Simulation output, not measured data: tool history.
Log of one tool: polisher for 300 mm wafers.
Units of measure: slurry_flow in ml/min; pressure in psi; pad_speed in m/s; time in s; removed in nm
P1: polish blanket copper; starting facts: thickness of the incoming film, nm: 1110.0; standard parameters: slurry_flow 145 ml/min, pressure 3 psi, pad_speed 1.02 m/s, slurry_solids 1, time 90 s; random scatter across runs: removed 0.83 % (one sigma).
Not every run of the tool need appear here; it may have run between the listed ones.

run	hour	slurry_flow	pressure	pad_speed	slurry_solids	time	wafers polished on this pad	hours since the slurry nozzle was cleaned	hours since the head pressure was calibrated	hours since the slurry blender was calibrated	removed
1	8.5	145	3	1.02	1	90	629	417.6	210.8	102.1	307.07
2	15.9	145	3	1.02	0.65	90	702	425	218.2	109.5	281.4
# hour 24.7: head pressure recalibrated
3	25.4	145	3	1.58	1	90	795	434.5	0.7	119	478.25
4	31.8	145	3	1.02	1	136	858	440.9	7.1	125.4	472.27
5	39	145	3	1.02	1	90	928	448.1	14.3	132.6	310.06
6	44.1	145	3	0.6	1	90	978	453.2	19.4	137.7	179.56
# hour 49.9: slurry nozzle cleaned
7	50.1	220	3	1.02	1	90	1037	0.2	25.4	143.7	330.43
8	56.6	145	3	1.02	1	46	1101	6.7	31.9	150.2	159.7
9	63.7	145	3.9	1.02	1	90	1170	13.8	39	157.3	405.27
10	68.1	145	3	1.02	1	90	1214	18.2	43.4	161.7	310.3
11	73.8	145	3	1.02	1	90	1269	23.9	49.1	167.4	309.34
12	79.4	145	3	1.02	1	90	1324	29.5	54.7	173	314.43
13	87.7	145	3	1.02	1	90	1406	37.8	63	181.3	310.86
14	95.9	145	2	1.02	1	90	1486	46	71.2	189.5	203.83
15	103	85	3	0.64	1	90	1556	53.1	78.3	196.6	171.25
16	107.8	145	3	1.02	1	90	1603	57.9	83.1	201.4	312.56
17	115.6	145	3	1.02	1.45	90	1679	65.7	90.9	209.2	334.81
18	121	100	3	1.02	1	90	1732	71.1	96.3	214.6	288.36
19	125.6	145	3	1.02	1	90	1777	75.7	100.9	219.2	310.83
20	131.7	145	3	1.02	1	90	1837	81.8	107	225.3	298.04
21	137.4	145	3	1.02	1	90	1893	87.5	112.7	231	288.96
22	147	145	3	1.02	1	90	1987	97.1	122.3	240.6	286.37
# hour 148.9: head pressure recalibrated
23	152.8	145	3	1.02	1	90	2044	102.9	4	246.4	279.14
# hour 152.9: slurry blender recalibrated
24	161.9	145	3	1.02	1	90	2133	112	13.1	9	280.95
25	170.3	145	3	1.02	1	90	2215	120.4	21.5	17.4	280.91

What P1 gives has crept away from where it was. These 2 causes fit the log equally well, each at the size given:
A: removal rate lost through wear of the pad, % = 9.73
B: slurry flow missing at the pad, % = 37.1
The drift started at roughly hour 125.6.
All other causes, with the reason each is excluded:
head's pressure below its setpoint, %: serviced at hour 148.9, after the drift had started, without restoring the earlier output
abrasive missing from the slurry, %: serviced at hour 152.9, after the drift had started, without restoring the earlier output

Consider the 4 check runs below, whose results appear as question marks and each of which averages 5 wafers. Which one distinguishes the causes, in that each cause would give it a clearly different result?
check 1	178.7	200	3	1.02	1	90					?
check 2	178.7	145	3	1.02	1	129					?
check 3	178.7	145	3	1.02	0.7	90					?
check 4	178.7	145	3	1.58	1	90					?

What each check would give under each cause:
check	result	if A	if B
check 1	removed	294.61	302.34
check 2	removed	401.89	401.86
check 3	removed	260.18	260.16
check 4	removed	434.33	434.29
Distance between the nearest two causes, measured in the result of the check that separates them most: check 1 2.59 %; check 2 0.01 %; check 3 0.01 %; check 4 0.01 %
The other checks would show nearly matching results whichever cause is true, so check 1 is the only one that separates the causes.

Check 1 has now been run. It gave: removed 295.01 nm. Which of the candidate causes is it?

It was cause A: removal rate lost through wear of the pad, %.
